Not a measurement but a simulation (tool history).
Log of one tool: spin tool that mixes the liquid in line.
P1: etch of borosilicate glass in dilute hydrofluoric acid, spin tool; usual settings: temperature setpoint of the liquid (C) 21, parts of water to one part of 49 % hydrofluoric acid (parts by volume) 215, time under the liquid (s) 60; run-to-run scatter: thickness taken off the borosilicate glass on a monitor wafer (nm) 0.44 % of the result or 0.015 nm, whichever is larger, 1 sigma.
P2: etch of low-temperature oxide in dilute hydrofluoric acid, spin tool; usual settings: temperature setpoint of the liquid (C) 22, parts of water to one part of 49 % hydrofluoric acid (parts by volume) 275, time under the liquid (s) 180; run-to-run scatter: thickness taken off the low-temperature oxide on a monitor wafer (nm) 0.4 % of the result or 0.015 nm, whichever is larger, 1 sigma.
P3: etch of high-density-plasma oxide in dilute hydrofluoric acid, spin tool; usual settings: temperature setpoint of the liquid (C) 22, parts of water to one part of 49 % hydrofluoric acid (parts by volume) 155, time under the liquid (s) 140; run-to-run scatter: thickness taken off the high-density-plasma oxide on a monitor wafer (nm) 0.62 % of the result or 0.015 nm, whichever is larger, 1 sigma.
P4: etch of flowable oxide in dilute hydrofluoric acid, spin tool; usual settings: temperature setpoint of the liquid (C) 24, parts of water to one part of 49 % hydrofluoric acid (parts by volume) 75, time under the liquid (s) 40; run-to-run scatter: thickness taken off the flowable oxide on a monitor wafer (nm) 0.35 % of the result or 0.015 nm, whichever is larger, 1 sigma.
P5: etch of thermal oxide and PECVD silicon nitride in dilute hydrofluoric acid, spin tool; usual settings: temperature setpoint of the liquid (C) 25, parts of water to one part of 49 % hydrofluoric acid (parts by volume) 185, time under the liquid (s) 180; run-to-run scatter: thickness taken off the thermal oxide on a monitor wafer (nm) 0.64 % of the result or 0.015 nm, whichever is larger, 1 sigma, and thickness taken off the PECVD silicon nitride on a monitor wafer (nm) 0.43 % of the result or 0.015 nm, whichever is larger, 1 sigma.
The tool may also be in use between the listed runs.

run,hour,process that ran,temperature setpoint of the liquid (C),parts of water to one part of 49 % hydrofluoric acid (parts by volume),time under the liquid (s),hours since the thermometer was replaced,hours since the hydrofluoric acid flow meter was replaced,thickness taken off the borosilicate glass on a monitor wafer (nm),thickness taken off the low-temperature oxide on a monitor wafer (nm),thickness taken off the high-density-plasma oxide on a monitor wafer (nm),thickness taken off the flowable oxide on a monitor wafer (nm),thickness taken off the thermal oxide on a monitor wafer (nm),thickness taken off the PECVD silicon nitride on a monitor wafer (nm)
1,4.3,P1,21,215,60,2027.8,256.8,6.5061,,,,,
2,6.6,P2,22,110,180,2030.1,259.1,,28.811,,,,
3,11,P1,21,215,60,2034.5,263.5,6.4675,,,,,
4,15.2,P2,22,275,180,2038.7,267.7,,9.7786,,,,
5,19.5,P3,30,155,140,2043,272,,,6.6579,,,
6,23.2,P4,24,75,40,2046.7,275.7,,,,21.142,,
7,27,P3,22,155,140,2050.5,279.5,,,4.9859,,,
8,29.1,P5,25,185,180,2052.6,281.6,,,,,4.5964,6.1531
9,32.3,P5,25,185,295,2055.8,284.8,,,,,7.4979,9.9979
10,35.8,P3,22,155,210,2059.3,288.3,,,7.5056,,,
11,39.9,P2,26.5,275,180,2063.4,292.4,,11.44,,,,
12,43.6,P1,21,215,25,2067.1,296.1,2.6705,,,,,
13,45.9,P4,24,75,75,2069.4,298.4,,,,39.655,,
14,49.1,P1,21,215,60,2072.6,301.6,6.4485,,,,,
15,51.9,P1,21,215,115,2075.4,304.4,12.37,,,,,
16,55.1,P1,21,105,20,2078.6,307.6,4.945,,,,,
17,58,P1,17,215,60,2081.5,310.5,5.5171,,,,,
18,60.8,P4,24,20,40,2084.3,313.3,,,,85.499,,
19,64.3,P5,25,265,180,2087.8,316.8,,,,,2.939,4.2854
20,68.2,P1,21,215,60,2091.7,320.7,6.4526,,,,,
21,71.3,P2,22,275,315,2094.8,323.8,,17.113,,,,
22,74,P5,29.5,185,180,2097.5,326.5,,,,,5.3669,8.1076
23,76.2,P1,21,295,60,2099.7,328.7,4.3806,,,,,
24,78.7,P5,25,185,180,2102.2,331.2,,,,,4.5334,6.1092

Forecast run 25:
25,81.8,P1,21,40,60,2105.3,334.3,?,,,,,

thickness taken off the borosilicate glass on a monitor wafer (nm): 42.324

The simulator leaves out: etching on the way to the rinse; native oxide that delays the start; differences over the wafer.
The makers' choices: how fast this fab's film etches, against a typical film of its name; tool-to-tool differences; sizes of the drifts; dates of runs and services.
